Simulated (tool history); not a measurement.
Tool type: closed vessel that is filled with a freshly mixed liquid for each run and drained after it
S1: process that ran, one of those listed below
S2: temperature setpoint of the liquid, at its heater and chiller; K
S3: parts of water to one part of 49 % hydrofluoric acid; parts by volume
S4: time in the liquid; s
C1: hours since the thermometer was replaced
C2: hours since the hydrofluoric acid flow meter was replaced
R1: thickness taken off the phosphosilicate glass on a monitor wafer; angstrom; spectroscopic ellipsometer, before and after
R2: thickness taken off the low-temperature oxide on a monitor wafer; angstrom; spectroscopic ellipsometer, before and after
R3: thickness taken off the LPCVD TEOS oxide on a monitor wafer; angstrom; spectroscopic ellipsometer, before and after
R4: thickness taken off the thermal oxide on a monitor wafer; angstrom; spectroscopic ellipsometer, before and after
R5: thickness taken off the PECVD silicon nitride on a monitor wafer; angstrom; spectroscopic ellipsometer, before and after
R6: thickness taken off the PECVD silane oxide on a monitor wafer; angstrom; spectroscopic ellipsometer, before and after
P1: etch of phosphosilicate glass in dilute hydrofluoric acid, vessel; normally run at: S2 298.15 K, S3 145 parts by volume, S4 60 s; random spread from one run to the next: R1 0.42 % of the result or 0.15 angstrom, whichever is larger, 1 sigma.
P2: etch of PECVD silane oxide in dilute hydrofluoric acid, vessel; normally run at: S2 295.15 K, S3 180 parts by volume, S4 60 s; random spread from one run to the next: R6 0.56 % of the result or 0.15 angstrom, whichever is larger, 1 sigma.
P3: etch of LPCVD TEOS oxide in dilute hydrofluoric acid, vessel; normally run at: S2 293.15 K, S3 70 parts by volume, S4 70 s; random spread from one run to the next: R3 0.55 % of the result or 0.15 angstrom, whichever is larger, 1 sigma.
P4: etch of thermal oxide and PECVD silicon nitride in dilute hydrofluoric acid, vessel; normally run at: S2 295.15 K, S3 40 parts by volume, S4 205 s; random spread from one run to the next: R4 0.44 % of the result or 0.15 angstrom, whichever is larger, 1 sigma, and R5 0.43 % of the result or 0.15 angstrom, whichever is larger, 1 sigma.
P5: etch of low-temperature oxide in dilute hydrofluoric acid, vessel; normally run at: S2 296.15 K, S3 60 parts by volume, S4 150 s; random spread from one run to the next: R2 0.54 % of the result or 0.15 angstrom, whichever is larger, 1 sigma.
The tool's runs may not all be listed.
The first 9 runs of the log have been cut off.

run 10 hour=73.4 | S1=P4 S2=295.15 S3=40 S4=80 | C1=919.3 C2=445.3 | R4=90.025 R5=47.92
run 11 hour=78.1 | S1=P2 S2=295.15 S3=75 S4=60 | C1=924 C2=450 | R6=375.76
run 12 hour=86.4 | S1=P2 S2=300.15 S3=180 S4=60 | C1=932.3 C2=458.3 | R6=166.42
run 13 hour=93 | S1=P4 S2=295.15 S3=40 S4=205 | C1=938.9 C2=464.9 | R4=230.25 R5=122.2
run 14 hour=103 | S1=P3 S2=293.15 S3=70 S4=110 | C1=948.9 C2=474.9 | R3=294.37
run 15 hour=107.4 | S1=P1 S2=298.15 S3=145 S4=60 | C1=953.3 C2=479.3 | R1=324.15
run 16 hour=112.3 | S1=P2 S2=295.15 S3=180 S4=60 | C1=958.2 C2=484.2 | R6=138
run 17 hour=120.5 | S1=P5 S2=296.15 S3=60 S4=270 | C1=966.4 C2=492.4 | R2=530.53
run 18 hour=127.7 | S1=P3 S2=290.15 S3=70 S4=70 | C1=973.6 C2=499.6 | R3=164.46
run 19 hour=132.8 | S1=P4 S2=295.15 S3=20 S4=205 | C1=978.7 C2=504.7 | R4=472.02 R5=238.64
run 20 hour=140.9 | S1=P2 S2=295.15 S3=180 S4=60 | C1=986.8 C2=512.8 | R6=136.93

Expected results for the next run?
run 21 hour=149.9 | S1=P1 S2=298.15 S3=145 S4=30 | C1=995.8 C2=521.8 | R1=?

Run 21 gave R1 162.02 angstrom.
